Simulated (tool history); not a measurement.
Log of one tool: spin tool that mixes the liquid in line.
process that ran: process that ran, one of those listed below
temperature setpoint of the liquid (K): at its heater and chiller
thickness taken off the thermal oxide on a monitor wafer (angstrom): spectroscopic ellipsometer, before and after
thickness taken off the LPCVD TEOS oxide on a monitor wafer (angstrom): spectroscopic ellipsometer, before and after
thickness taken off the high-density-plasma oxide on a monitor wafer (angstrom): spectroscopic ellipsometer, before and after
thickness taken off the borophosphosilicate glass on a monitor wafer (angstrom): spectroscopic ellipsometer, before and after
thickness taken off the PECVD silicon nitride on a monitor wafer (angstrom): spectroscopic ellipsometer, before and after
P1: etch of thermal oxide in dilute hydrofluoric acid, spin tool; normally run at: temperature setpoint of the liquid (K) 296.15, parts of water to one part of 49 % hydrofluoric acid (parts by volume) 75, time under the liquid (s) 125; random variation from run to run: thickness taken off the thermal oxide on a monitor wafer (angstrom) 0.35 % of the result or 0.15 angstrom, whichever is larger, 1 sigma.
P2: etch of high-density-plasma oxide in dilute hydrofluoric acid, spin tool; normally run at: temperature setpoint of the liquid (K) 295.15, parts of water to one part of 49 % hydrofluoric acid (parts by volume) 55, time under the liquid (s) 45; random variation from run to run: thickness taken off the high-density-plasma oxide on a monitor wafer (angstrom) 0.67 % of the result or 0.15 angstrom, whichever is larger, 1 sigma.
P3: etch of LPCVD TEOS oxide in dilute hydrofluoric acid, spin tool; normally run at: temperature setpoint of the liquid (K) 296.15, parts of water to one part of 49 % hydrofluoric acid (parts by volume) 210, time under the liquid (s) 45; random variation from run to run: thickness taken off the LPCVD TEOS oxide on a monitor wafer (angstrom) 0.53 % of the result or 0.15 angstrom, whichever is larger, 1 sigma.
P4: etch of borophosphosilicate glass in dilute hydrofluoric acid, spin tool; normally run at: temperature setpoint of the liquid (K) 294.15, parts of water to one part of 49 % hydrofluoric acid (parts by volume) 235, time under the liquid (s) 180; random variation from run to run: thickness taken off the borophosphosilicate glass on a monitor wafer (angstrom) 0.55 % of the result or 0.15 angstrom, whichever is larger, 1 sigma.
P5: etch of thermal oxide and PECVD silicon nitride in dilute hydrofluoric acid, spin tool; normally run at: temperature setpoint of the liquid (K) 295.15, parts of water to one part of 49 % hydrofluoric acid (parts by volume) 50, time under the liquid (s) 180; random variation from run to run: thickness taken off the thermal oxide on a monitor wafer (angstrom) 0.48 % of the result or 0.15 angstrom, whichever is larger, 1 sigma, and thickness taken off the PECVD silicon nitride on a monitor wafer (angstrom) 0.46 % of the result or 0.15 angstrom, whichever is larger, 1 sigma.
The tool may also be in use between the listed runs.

run,hour,process that ran,temperature setpoint of the liquid (K),parts of water to one part of 49 % hydrofluoric acid (parts by volume),time under the liquid (s),hours since the thermometer was replaced,hours since the hydrofluoric acid flow meter was replaced,thickness taken off the thermal oxide on a monitor wafer (angstrom),thickness taken off the LPCVD TEOS oxide on a monitor wafer (angstrom),thickness taken off the high-density-plasma oxide on a monitor wafer (angstrom),thickness taken off the borophosphosilicate glass on a monitor wafer (angstrom),thickness taken off the PECVD silicon nitride on a monitor wafer (angstrom)
1,4.8,P1,296.15,75,125,370.8,789.7,85.062,,,,
2,10.3,P1,296.15,75,125,376.3,795.2,84.954,,,,
3,14.6,P3,296.15,210,45,380.6,799.5,,102.31,,,
4,22.4,P2,295.15,85,45,388.4,807.3,,,27.372,,
5,31.8,P3,296.15,135,45,397.8,816.7,,169.92,,,
6,40.4,P1,296.15,25,125,406.4,825.3,272.940,,,,
7,46.8,P4,294.15,235,180,412.8,831.7,,,,221.200,
8,54.5,P4,294.15,235,45,420.5,839.4,,,,55.306,
9,61.4,P1,296.15,75,125,427.4,846.3,85.059,,,,
10,67.2,P1,296.15,75,250,433.2,852.1,170.000,,,,
11,76.3,P4,294.15,235,180,442.3,861.2,,,,219.090,
12,84.1,P2,295.15,55,45,450.1,869.0,,,43.352,,
13,91.5,P1,296.15,75,125,457.5,876.4,85.174,,,,
14,96.0,P1,296.15,75,125,462.0,880.9,84.621,,,,
15,105.5,P4,294.15,380,180,471.5,890.4,,,,120.120,
16,110.3,P1,296.15,75,15,476.3,895.2,10.220,,,,
17,116.7,P1,301.65,75,125,482.7,901.6,105.350,,,,
18,125.4,P5,295.15,30,180,491.4,910.3,284.890,,,,167.90
19,132.7,P3,300.15,210,45,498.7,917.6,,117.07,,,
20,140.5,P2,300.15,55,45,506.5,925.4,,,52.827,,
21,147.7,P4,290.15,235,180,513.7,932.6,,,,188.870,
22,156.3,P5,303.15,50,180,522.3,941.2,231.000,,,,175.83
23,164.7,P1,290.15,120,125,530.7,949.6,39.463,,,,
24,170.9,P5,295.15,50,330,536.9,955.8,306.130,,,,188.69
25,180.2,P3,296.15,210,20,546.2,965.1,,45.29,,,
26,187.8,P1,296.15,125,125,553.8,972.7,47.898,,,,
27,194.4,P1,290.15,75,125,560.4,979.3,65.875,,,,
28,202.3,P2,295.15,55,65,568.3,987.2,,,62.456,,
29,210.4,P3,296.15,210,45,576.4,995.3,,101.97,,,
30,218.9,P5,295.15,50,180,584.9,1003.8,164.650,,,,102.54
31,223.3,P1,296.15,75,125,589.3,1008.2,85.029,,,,
32,232.4,P1,296.15,75,125,598.4,1017.3,81.830,,,,
33,237.8,P1,296.15,75,125,603.8,1022.7,81.097,,,,
34,246.5,P1,296.15,75,125,612.5,1031.4,79.690,,,,
35,251.0,P1,296.15,75,125,617.0,1035.9,80.658,,,,
36,257.7,P1,296.15,75,125,623.7,1042.6,79.267,,,,
37,262.8,P1,296.15,75,125,628.8,1047.7,80.270,,,,

Forecast run 38:
38,269.8,P1,296.15,75,125,635.8,1054.7,?,,,,

{"run 38": {"thickness taken off the thermal oxide on a monitor wafer (angstrom)": 79.681}}

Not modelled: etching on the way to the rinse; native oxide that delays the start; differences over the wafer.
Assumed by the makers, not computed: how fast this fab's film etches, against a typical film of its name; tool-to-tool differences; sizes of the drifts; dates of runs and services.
